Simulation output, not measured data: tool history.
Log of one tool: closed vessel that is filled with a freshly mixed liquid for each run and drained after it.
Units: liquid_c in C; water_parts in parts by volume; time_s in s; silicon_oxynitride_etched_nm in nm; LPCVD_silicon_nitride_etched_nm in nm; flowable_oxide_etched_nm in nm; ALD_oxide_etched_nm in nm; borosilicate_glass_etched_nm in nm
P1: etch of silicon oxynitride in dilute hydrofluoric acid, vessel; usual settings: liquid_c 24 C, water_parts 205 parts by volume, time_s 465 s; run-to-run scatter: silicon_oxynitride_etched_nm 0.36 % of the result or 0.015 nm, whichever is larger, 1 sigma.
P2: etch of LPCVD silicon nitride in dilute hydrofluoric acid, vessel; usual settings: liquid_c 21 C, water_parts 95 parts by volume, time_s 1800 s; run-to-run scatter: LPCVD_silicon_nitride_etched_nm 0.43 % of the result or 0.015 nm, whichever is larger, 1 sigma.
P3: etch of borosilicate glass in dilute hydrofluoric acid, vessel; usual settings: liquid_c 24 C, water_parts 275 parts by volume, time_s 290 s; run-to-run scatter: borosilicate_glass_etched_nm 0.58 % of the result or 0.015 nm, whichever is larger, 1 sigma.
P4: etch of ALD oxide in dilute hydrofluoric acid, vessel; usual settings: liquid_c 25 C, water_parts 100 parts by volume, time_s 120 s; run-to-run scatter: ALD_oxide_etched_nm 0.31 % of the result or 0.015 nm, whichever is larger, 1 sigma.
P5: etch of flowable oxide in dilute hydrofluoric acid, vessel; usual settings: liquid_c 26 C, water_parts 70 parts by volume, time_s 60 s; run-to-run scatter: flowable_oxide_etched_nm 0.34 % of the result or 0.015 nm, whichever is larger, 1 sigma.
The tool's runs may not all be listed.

run,day,process,liquid_c,water_parts,time_s,silicon_oxynitride_etched_nm,LPCVD_silicon_nitride_etched_nm,flowable_oxide_etched_nm,ALD_oxide_etched_nm,borosilicate_glass_etched_nm
1,0.338,P1,24,205,465,7.9217,,,,
2,0.642,P1,24,205,850,14.583,,,,
3,1.058,P1,24,340,465,4.3397,,,,
4,1.504,P1,28,205,465,9.4389,,,,
5,2.062,P2,17,95,1800,,4.8119,,,
6,2.658,P5,26,70,60,,,39.749,,
7,3.254,P1,24,205,465,7.8916,,,,
8,3.821,P4,17,100,120,,,,10.887,
9,4.388,P3,24,275,50,,,,,6.6356
10,4.725,P4,25,100,190,,,,23.768,
11,5.312,P5,26,25,60,,,117.96,,
12,5.829,P1,24,205,465,7.9337,,,,
13,6.425,P1,19,55,465,25.915,,,,
14,6.9,P2,21,95,1800,,6.3725,,,
15,7.392,P2,21,165,1800,,3.6572,,,
16,7.767,P1,24,100,125,4.7449,,,,
17,8.3,P1,27.5,205,30,0.60378,,,,
18,8.912,P5,26,70,30,,,19.751,,
19,9.221,P3,24,40,290,,,,,347.12
20,9.675,P1,17,205,465,5.7124,,,,
21,10.196,P2,21,95,1800,,6.3414,,,
22,10.562,P3,31,275,290,,,,,49.118
23,10.967,P1,24,205,465,7.9493,,,,
24,11.279,P5,26,70,60,,,39.766,,
25,11.675,P1,24,205,465,7.9318,,,,
26,12.204,P3,24,275,290,,,,,38.542
27,12.608,P1,24,105,465,16.656,,,,
28,13.192,P4,25,30,120,,,,55.025,
29,13.688,P1,24,205,245,4.1542,,,,
30,14.275,P2,21,95,75,,0.26544,,,
31,14.575,P4,25,100,120,,,,15.18,
32,14.975,P5,18,70,60,,,28.487,,
33,15.25,P1,24,205,465,7.9,,,,
34,15.725,P1,24,205,465,8.1678,,,,
35,16.092,P1,24,205,465,8.2794,,,,
36,16.7,P1,24,205,465,8.3547,,,,
37,17.304,P1,24,205,465,8.3916,,,,
38,17.608,P1,24,205,465,8.4505,,,,
39,18.05,P1,24,205,465,8.5533,,,,
40,18.379,P1,24,205,465,8.5171,,,,
41,18.75,P1,24,205,465,8.5023,,,,
42,19.079,P1,24,205,465,8.5825,,,,
43,19.696,P1,24,205,465,8.5896,,,,
44,20.071,P1,24,205,465,8.5198,,,,

What P1 gives has crept away from where it was. These 2 causes fit the log equally well, each at the size given:
A: liquid hotter than its thermometer reads (K) = 1.72
B: hydrofluoric acid flow above the setpoint (%) = 6.82
The creep began at about day 15.25.

4 check runs are offered, each on 2 wafers whose results are averaged, their results left as question marks. Which one tells the causes apart?
check 1,20.446,P2,21,160,1100,,?,,,
check 2,20.446,P3,24,55,290,,,,,?
check 3,20.446,P4,25,40,120,,,,?,
check 4,20.446,P5,26,70,30,,,?,,

What each check would give under each cause:
check,result,if A,if B
check 1,LPCVD_silicon_nitride_etched_nm,2.5934,2.4716
check 2,borosilicate_glass_etched_nm,265.1,265.25
check 3,ALD_oxide_etched_nm,43.754,43.712
check 4,flowable_oxide_etched_nm,21.216,21.301
How far apart the two closest causes lie, in the result that separates them most: check 1 4.81 %; check 2 0.06 %; check 3 0.1 %; check 4 0.4 %
Check 1 tells the causes apart: in the others they would give nearly the same result.

Then check 1 was run and gave: LPCVD_silicon_nitride_etched_nm 2.6032 nm. Which cause is it?

It is A: liquid hotter than its thermometer reads (K).
